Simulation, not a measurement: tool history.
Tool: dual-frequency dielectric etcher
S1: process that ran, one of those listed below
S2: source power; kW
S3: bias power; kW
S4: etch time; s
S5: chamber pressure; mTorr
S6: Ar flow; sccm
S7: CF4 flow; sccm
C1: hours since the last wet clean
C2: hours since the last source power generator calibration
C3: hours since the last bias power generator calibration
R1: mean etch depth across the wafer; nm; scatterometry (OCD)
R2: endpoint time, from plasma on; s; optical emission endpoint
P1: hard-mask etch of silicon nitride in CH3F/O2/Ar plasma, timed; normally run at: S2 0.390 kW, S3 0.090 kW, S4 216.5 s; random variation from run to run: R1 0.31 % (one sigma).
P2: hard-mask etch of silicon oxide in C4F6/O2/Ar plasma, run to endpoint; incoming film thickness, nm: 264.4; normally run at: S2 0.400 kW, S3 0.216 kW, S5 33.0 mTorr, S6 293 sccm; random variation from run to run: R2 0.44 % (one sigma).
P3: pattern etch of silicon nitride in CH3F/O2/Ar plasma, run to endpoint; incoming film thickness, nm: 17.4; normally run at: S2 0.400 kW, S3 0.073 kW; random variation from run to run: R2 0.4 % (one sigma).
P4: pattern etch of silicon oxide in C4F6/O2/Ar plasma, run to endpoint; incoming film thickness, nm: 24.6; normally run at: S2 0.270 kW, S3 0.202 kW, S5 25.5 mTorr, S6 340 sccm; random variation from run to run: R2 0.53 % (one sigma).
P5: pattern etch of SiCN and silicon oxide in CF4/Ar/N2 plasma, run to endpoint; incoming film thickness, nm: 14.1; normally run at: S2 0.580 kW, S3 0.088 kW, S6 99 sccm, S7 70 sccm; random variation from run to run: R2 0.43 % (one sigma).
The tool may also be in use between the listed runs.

Run 1, hour 8.5: S1 P1, S2 0.390 kW, S3 0.090 kW, S4 216.5 s; C1 210.0; C2 1391.3; C3 426.1. Result: R1 157.840 nm.
Run 2, hour 15.9: S1 P4, S2 0.270 kW, S3 0.202 kW, S5 25.5 mTorr, S6 467 sccm; C1 217.4; C2 1398.7; C3 433.5. Result: R2 8.8327 s.
Run 3, hour 25.8: S1 P4, S2 0.180 kW, S3 0.202 kW, S5 25.5 mTorr, S6 340 sccm; C1 227.3; C2 1408.6; C3 443.4. Result: R2 10.0120 s.
Run 4, hour 38.4: S1 P4, S2 0.270 kW, S3 0.202 kW, S5 34.5 mTorr, S6 340 sccm; C1 239.9; C2 1421.2; C3 456.0. Result: R2 8.8330 s.
Run 5, hour 47.5: S1 P2, S2 0.400 kW, S3 0.216 kW, S5 26.5 mTorr, S6 293 sccm; C1 249.0; C2 1430.3; C3 465.1. Result: R2 76.6580 s.
Run 6, hour 61.7: S1 P1, S2 0.390 kW, S3 0.108 kW, S4 216.5 s; C1 263.2; C2 1444.5; C3 479.3. Result: R1 170.350 nm.
Run 7, hour 71.9: S1 P1, S2 0.480 kW, S3 0.090 kW, S4 216.5 s; C1 273.4; C2 1454.7; C3 489.5. Result: R1 170.900 nm.
Run 8, hour 83.6: S1 P5, S2 0.580 kW, S3 0.088 kW, S6 99 sccm, S7 70 sccm; C1 285.1; C2 1466.4; C3 501.2. Result: R2 12.2660 s.
Run 9, hour 91.4: S1 P2, S2 0.400 kW, S3 0.216 kW, S5 33.0 mTorr, S6 293 sccm; C1 292.9; C2 1474.2; C3 509.0. Result: R2 78.9090 s.
Run 10, hour 102.6: S1 P4, S2 0.270 kW, S3 0.267 kW, S5 25.5 mTorr, S6 340 sccm; C1 304.1; C2 1485.4; C3 520.2. Result: R2 7.7162 s.
Run 11, hour 116.0: S1 P2, S2 0.400 kW, S3 0.216 kW, S5 33.0 mTorr, S6 293 sccm; C1 317.5; C2 1498.8; C3 533.6. Result: R2 78.8640 s.
Run 12, hour 125.6: S1 P3, S2 0.510 kW, S3 0.073 kW; C1 327.1; C2 1508.4; C3 543.2. Result: R2 22.6180 s.
Run 13, hour 133.0: S1 P5, S2 0.580 kW, S3 0.055 kW, S6 99 sccm, S7 70 sccm; C1 334.5; C2 1515.8; C3 550.6. Result: R2 14.3640 s.
Run 14, hour 144.6: S1 P1, S2 0.390 kW, S3 0.090 kW, S4 129.0 s; C1 346.1; C2 1527.4; C3 562.2. Result: R1 95.016 nm.
Run 15, hour 157.3: S1 P5, S2 0.580 kW, S3 0.088 kW, S6 99 sccm, S7 94 sccm; C1 358.8; C2 1540.1; C3 574.9. Result: R2 11.7240 s.
Run 16, hour 163.9: S1 P2, S2 0.400 kW, S3 0.161 kW, S5 33.0 mTorr, S6 293 sccm; C1 365.4; C2 1546.7; C3 581.5. Result: R2 87.4600 s.
Run 17, hour 174.0: S1 P5, S2 0.750 kW, S3 0.088 kW, S6 99 sccm, S7 70 sccm; C1 375.5; C2 1556.8; C3 591.6. Result: R2 9.7372 s.
Run 18, hour 181.3: S1 P2, S2 0.300 kW, S3 0.216 kW, S5 33.0 mTorr, S6 293 sccm; C1 382.8; C2 1564.1; C3 598.9. Result: R2 87.9850 s.
Run 19, hour 192.6: S1 P1, S2 0.390 kW, S3 0.090 kW, S4 216.5 s; C1 394.1; C2 1575.4; C3 610.2. Result: R1 159.570 nm.
Run 20, hour 207.0: S1 P1, S2 0.390 kW, S3 0.090 kW, S4 289.0 s; C1 408.5; C2 1589.8; C3 624.6. Result: R1 211.970 nm.
Run 21, hour 214.6: S1 P1, S2 0.390 kW, S3 0.090 kW, S4 216.5 s; C1 416.1; C2 1597.4; C3 632.2. Result: R1 158.140 nm.
Run 22, hour 225.6: S1 P1, S2 0.390 kW, S3 0.090 kW, S4 216.5 s; C1 427.1; C2 1608.4; C3 643.2. Result: R1 159.370 nm.
Run 23, hour 234.2: S1 P1, S2 0.390 kW, S3 0.056 kW, S4 216.5 s; C1 435.7; C2 1617.0; C3 651.8. Result: R1 134.600 nm.
Run 24, hour 241.5: S1 P1, S2 0.390 kW, S3 0.105 kW, S4 279.0 s; C1 443.0; C2 1624.3; C3 659.1. Result: R1 216.770 nm.
Run 25, hour 248.6: S1 P1, S2 0.240 kW, S3 0.090 kW, S4 216.5 s; C1 450.1; C2 1631.4; C3 666.2. Result: R1 132.150 nm.
Run 26, hour 258.1: S1 P2, S2 0.400 kW, S3 0.216 kW, S5 33.0 mTorr, S6 238 sccm; C1 459.6; C2 1640.9; C3 675.7. Result: R2 77.3930 s.
Run 27, hour 268.5: S1 P1, S2 0.390 kW, S3 0.090 kW, S4 216.5 s; C1 470.0; C2 1651.3; C3 686.1. Result: R1 159.050 nm.
Run 28, hour 276.6: S1 P4, S2 0.270 kW, S3 0.202 kW, S5 25.5 mTorr, S6 340 sccm; C1 478.1; C2 1659.4; C3 694.2. Result: R2 8.4903 s.
Run 29, hour 290.0: S1 P1, S2 0.390 kW, S3 0.090 kW, S4 216.5 s; C1 491.5; C2 1672.8; C3 707.6. Result: R1 159.210 nm.
Run 30, hour 296.4: S1 P3, S2 0.400 kW, S3 0.092 kW; C1 497.9; C2 1679.2; C3 714.0. Result: R2 23.0030 s.
Run 31, hour 307.8: S1 P3, S2 0.400 kW, S3 0.073 kW; C1 509.3; C2 1690.6; C3 725.4. Result: R2 25.0020 s.
Run 32, hour 321.0: S1 P5, S2 0.580 kW, S3 0.088 kW, S6 121 sccm, S7 70 sccm; C1 522.5; C2 1703.8; C3 738.6. Result: R2 12.5430 s.
Run 33, hour 334.4: S1 P1, S2 0.390 kW, S3 0.090 kW, S4 216.5 s; C1 535.9; C2 1717.2; C3 752.0. Result: R1 159.430 nm.
Run 34, hour 341.4: S1 P1, S2 0.390 kW, S3 0.090 kW, S4 216.5 s; C1 542.9; C2 1724.2; C3 759.0. Result: R1 157.410 nm.
Run 35, hour 354.2: S1 P1, S2 0.390 kW, S3 0.090 kW, S4 216.5 s; C1 555.7; C2 1737.0; C3 771.8. Result: R1 156.400 nm.
Run 36, hour 365.4: S1 P1, S2 0.390 kW, S3 0.090 kW, S4 216.5 s; C1 566.9; C2 1748.2; C3 783.0. Result: R1 156.570 nm.
At hour 367.8: wet clean of the chamber.
Run 37, hour 377.3: S1 P1, S2 0.390 kW, S3 0.090 kW, S4 216.5 s; C1 9.5; C2 1760.1; C3 794.9. Result: R1 155.770 nm.
Run 38, hour 384.3: S1 P1, S2 0.390 kW, S3 0.090 kW, S4 216.5 s; C1 16.5; C2 1767.1; C3 801.9. Result: R1 157.070 nm.
Run 39, hour 398.3: S1 P1, S2 0.390 kW, S3 0.090 kW, S4 216.5 s; C1 30.5; C2 1781.1; C3 815.9. Result: R1 156.970 nm.
Run 40, hour 410.0: S1 P1, S2 0.390 kW, S3 0.090 kW, S4 216.5 s; C1 42.2; C2 1792.8; C3 827.6. Result: R1 155.580 nm.
Run 41, hour 421.8: S1 P1, S2 0.390 kW, S3 0.090 kW, S4 216.5 s; C1 54.0; C2 1804.6; C3 839.4. Result: R1 156.220 nm.

What P1 gives has crept away from where it was. These 2 causes fit the log equally well, each at the size given:
A: bias power that arrives under what is set, % = 4.29
B: source power that arrives under what is set, % = 4.13
The creep began at about hour 334.4.
Why every other cause is out:
chamber walls in a state that lowers the etch rate, %: serviced at hour 367.8, which brought nothing back

4 check runs are offered, each on 2 wafers whose results are averaged, their results left as question marks. Which one tells the causes apart?
Run check 1, hour 433.6: S1 P2, S2 0.400 kW, S3 0.216 kW, S5 33.0 mTorr, S6 293 sccm. Result: R2 ?.
Run check 2, hour 433.6: S1 P3, S2 0.400 kW, S3 0.073 kW. Result: R2 ?.
Run check 3, hour 433.6: S1 P4, S2 0.270 kW, S3 0.202 kW, S5 25.5 mTorr, S6 340 sccm. Result: R2 ?.
Run check 4, hour 433.6: S1 P5, S2 0.580 kW, S3 0.088 kW, S6 99 sccm, S7 70 sccm. Result: R2 ?.

What each check would give under each cause:
  check  result     if A     if B
check 1      R2  80.0280  80.1820
check 2      R2  25.1560  25.1810
check 3      R2   8.6585   8.6728
check 4      R2  12.4090  12.6850
How far apart the two closest causes lie, in the result that separates them most: check 1 0.19 %; check 2 0.1 %; check 3 0.17 %; check 4 2.2 %
Check 4 tells the causes apart: in the others they would give nearly the same result.

Then check 4 was run and gave: R2 12.6490 s. Which cause is it?

It is B: source power that arrives under what is set, %.
